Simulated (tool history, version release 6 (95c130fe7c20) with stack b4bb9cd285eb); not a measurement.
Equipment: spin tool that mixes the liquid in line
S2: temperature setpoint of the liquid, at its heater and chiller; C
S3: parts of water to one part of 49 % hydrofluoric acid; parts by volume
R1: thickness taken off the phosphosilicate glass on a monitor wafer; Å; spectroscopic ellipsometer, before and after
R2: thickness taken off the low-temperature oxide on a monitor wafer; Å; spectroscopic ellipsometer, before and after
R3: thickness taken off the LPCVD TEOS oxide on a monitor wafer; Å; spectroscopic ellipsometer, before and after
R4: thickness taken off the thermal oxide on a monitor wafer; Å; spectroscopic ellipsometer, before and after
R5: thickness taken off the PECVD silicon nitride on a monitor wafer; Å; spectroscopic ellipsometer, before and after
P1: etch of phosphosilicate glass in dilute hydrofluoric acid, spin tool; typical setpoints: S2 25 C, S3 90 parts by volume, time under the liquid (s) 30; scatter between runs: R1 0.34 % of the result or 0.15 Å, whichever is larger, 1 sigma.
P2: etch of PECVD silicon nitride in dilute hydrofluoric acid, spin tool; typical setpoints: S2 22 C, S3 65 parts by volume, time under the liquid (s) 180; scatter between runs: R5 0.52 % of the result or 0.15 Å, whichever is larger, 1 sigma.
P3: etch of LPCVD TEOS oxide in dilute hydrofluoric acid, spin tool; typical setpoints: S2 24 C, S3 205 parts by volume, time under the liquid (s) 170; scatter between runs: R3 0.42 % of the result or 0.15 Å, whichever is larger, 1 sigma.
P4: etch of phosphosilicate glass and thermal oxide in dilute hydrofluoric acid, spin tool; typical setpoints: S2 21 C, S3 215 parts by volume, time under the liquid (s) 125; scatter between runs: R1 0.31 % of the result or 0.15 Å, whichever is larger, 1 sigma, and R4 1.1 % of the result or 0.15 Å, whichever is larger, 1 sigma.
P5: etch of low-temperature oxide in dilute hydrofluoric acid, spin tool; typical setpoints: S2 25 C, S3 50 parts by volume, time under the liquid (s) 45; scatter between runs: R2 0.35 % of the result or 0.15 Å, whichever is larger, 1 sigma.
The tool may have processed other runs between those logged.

run 1 hour=11.2 | process_that_ran=P1 S2=25 S3=90 time_under_the_liquid_(s)=30 | R1=271.01
run 2 hour=22.3 | process_that_ran=P5 S2=25 S3=50 time_under_the_liquid_(s)=25 | R2=117.91
run 3 hour=31.6 | process_that_ran=P5 S2=25 S3=85 time_under_the_liquid_(s)=45 | R2=119.6
run 4 hour=44.8 | process_that_ran=P1 S2=25 S3=90 time_under_the_liquid_(s)=15 | R1=135.48
run 5 hour=57 | process_that_ran=P3 S2=18.5 S3=205 time_under_the_liquid_(s)=170 | R3=193.74
run 6 hour=71.1 | process_that_ran=P1 S2=25 S3=25 time_under_the_liquid_(s)=30 | R1=1069.1
run 7 hour=85.6 | process_that_ran=P4 S2=21 S3=215 time_under_the_liquid_(s)=20 | R1=62.205 R4=3.4395
run 8 hour=96.9 | process_that_ran=P2 S2=22 S3=65 time_under_the_liquid_(s)=180 | R5=42.099
run 9 hour=109.5 | process_that_ran=P1 S2=25 S3=90 time_under_the_liquid_(s)=30 | R1=270.4
run 10 hour=118.7 | process_that_ran=P5 S2=25 S3=50 time_under_the_liquid_(s)=45 | R2=211.2
run 11 hour=127 | process_that_ran=P2 S2=22 S3=30 time_under_the_liquid_(s)=180 | R5=89.935
run 12 hour=145.2 | process_that_ran=P4 S2=17 S3=215 time_under_the_liquid_(s)=125 | R1=334 R4=18.7
run 13 hour=164.3 | process_that_ran=P5 S2=25 S3=50 time_under_the_liquid_(s)=45 | R2=212.89
run 14 hour=180.6 | process_that_ran=P3 S2=24 S3=205 time_under_the_liquid_(s)=50 | R3=69.713
run 15 hour=199.3 | process_that_ran=P1 S2=25 S3=145 time_under_the_liquid_(s)=30 | R1=157.69
run 16 hour=209 | process_that_ran=P1 S2=25 S3=90 time_under_the_liquid_(s)=60 | R1=539.02
run 17 hour=227 | process_that_ran=P1 S2=32 S3=90 time_under_the_liquid_(s)=30 | R1=354.68
run 18 hour=244.4 | process_that_ran=P1 S2=21 S3=90 time_under_the_liquid_(s)=30 | R1=231.27
run 19 hour=253.8 | process_that_ran=P2 S2=22 S3=65 time_under_the_liquid_(s)=15 | R5=3.6462
run 20 hour=267.5 | process_that_ran=P5 S2=19.5 S3=50 time_under_the_liquid_(s)=45 | R2=169.71
run 21 hour=286.7 | process_that_ran=P2 S2=29 S3=65 time_under_the_liquid_(s)=180 | R5=66.678
run 22 hour=297.9 | process_that_ran=P4 S2=21 S3=85 time_under_the_liquid_(s)=125 | R1=1131.4 R4=63.278
run 23 hour=315.2 | process_that_ran=P1 S2=20.5 S3=90 time_under_the_liquid_(s)=15 | R1=112.6
run 24 hour=326.2 | process_that_ran=P2 S2=22 S3=65 time_under_the_liquid_(s)=180 | R5=42.217
run 25 hour=334.7 | process_that_ran=P1 S2=25 S3=90 time_under_the_liquid_(s)=30 | R1=271.68
run 26 hour=352.4 | process_that_ran=P1 S2=25 S3=90 time_under_the_liquid_(s)=30 | R1=272.38
run 27 hour=366 | process_that_ran=P1 S2=31.5 S3=140 time_under_the_liquid_(s)=30 | R1=209.18
run 28 hour=374.8 | process_that_ran=P4 S2=21 S3=215 time_under_the_liquid_(s)=125 | R1=387.26 R4=21.777
run 29 hour=384.6 | process_that_ran=P1 S2=25 S3=90 time_under_the_liquid_(s)=30 | R1=271.99
-- hour=398.3 thermometer replaced
run 30 hour=398.3 | process_that_ran=P1 S2=18.5 S3=90 time_under_the_liquid_(s)=15 | R1=103.71
run 31 hour=417.4 | process_that_ran=P4 S2=21 S3=215 time_under_the_liquid_(s)=125 | R1=388.42 R4=21.805
run 32 hour=433.1 | process_that_ran=P1 S2=25 S3=90 time_under_the_liquid_(s)=30 | R1=271.18
run 33 hour=451.3 | process_that_ran=P3 S2=24 S3=205 time_under_the_liquid_(s)=170 | R3=237.27
run 34 hour=460 | process_that_ran=P3 S2=24 S3=125 time_under_the_liquid_(s)=170 | R3=432.3
run 35 hour=475.2 | process_that_ran=P1 S2=25 S3=90 time_under_the_liquid_(s)=30 | R1=271.47
run 36 hour=489.5 | process_that_ran=P1 S2=25 S3=90 time_under_the_liquid_(s)=30 | R1=281.35
run 37 hour=500.2 | process_that_ran=P1 S2=25 S3=90 time_under_the_liquid_(s)=30 | R1=283.74
run 38 hour=510.6 | process_that_ran=P1 S2=25 S3=90 time_under_the_liquid_(s)=30 | R1=287.05
run 39 hour=519.6 | process_that_ran=P1 S2=25 S3=90 time_under_the_liquid_(s)=30 | R1=287.69
run 40 hour=530.2 | process_that_ran=P1 S2=25 S3=90 time_under_the_liquid_(s)=30 | R1=290.24
run 41 hour=544.4 | process_that_ran=P1 S2=25 S3=90 time_under_the_liquid_(s)=30 | R1=291.04
run 42 hour=559 | process_that_ran=P1 S2=25 S3=90 time_under_the_liquid_(s)=30 | R1=293.25
run 43 hour=576.5 | process_that_ran=P1 S2=25 S3=90 time_under_the_liquid_(s)=30 | R1=290.35
run 44 hour=586.5 | process_that_ran=P1 S2=25 S3=90 time_under_the_liquid_(s)=30 | R1=294.98

What P1 gives has crept away from where it was. These 2 causes fit the log equally well, each at the size given:
A: liquid hotter than its thermometer reads (K) = 2.01
B: hydrofluoric acid flow above the setpoint (%) = 7.33
Onset of the creep was near hour 475.2.

Consider the 4 single-wafer check runs listed below, results given as question marks: which one distinguishes between the causes by giving clearly different results for each?
run check 1 hour=596.5 | process_that_ran=P2 S2=26.5 S3=65 time_under_the_liquid_(s)=65 | R5=?
run check 2 hour=596.5 | process_that_ran=P4 S2=21 S3=140 time_under_the_liquid_(s)=125 | R1=? R4=?
run check 3 hour=596.5 | process_that_ran=P5 S2=25 S3=80 time_under_the_liquid_(s)=45 | R2=?
run check 4 hour=596.5 | process_that_ran=P3 S2=24 S3=130 time_under_the_liquid_(s)=170 | R3=?

Check results expected under each cause:
check=check_1 result=R5 if_A=23.393 if_B=22.005
check=check_2 result=R1 if_A=697.91 if_B=699.45
check=check_2 result=R4 if_A=38.827 if_B=38.912
check=check_3 result=R2 if_A=138.24 if_B=138.02
check=check_4 result=R3 if_A=442.82 if_B=444.63
Distance between the nearest two causes, measured in the result of the check that separates them most: check 1 6.12 %; check 2 0.22 %; check 3 0.16 %; check 4 0.41 %
Check 1 tells the causes apart: in the others they would give nearly the same result.

The results of check 1 are: R5 21.771 Å. Based on these, which of the listed causes is it?

It was cause B: hydrofluoric acid flow above the setpoint (%).
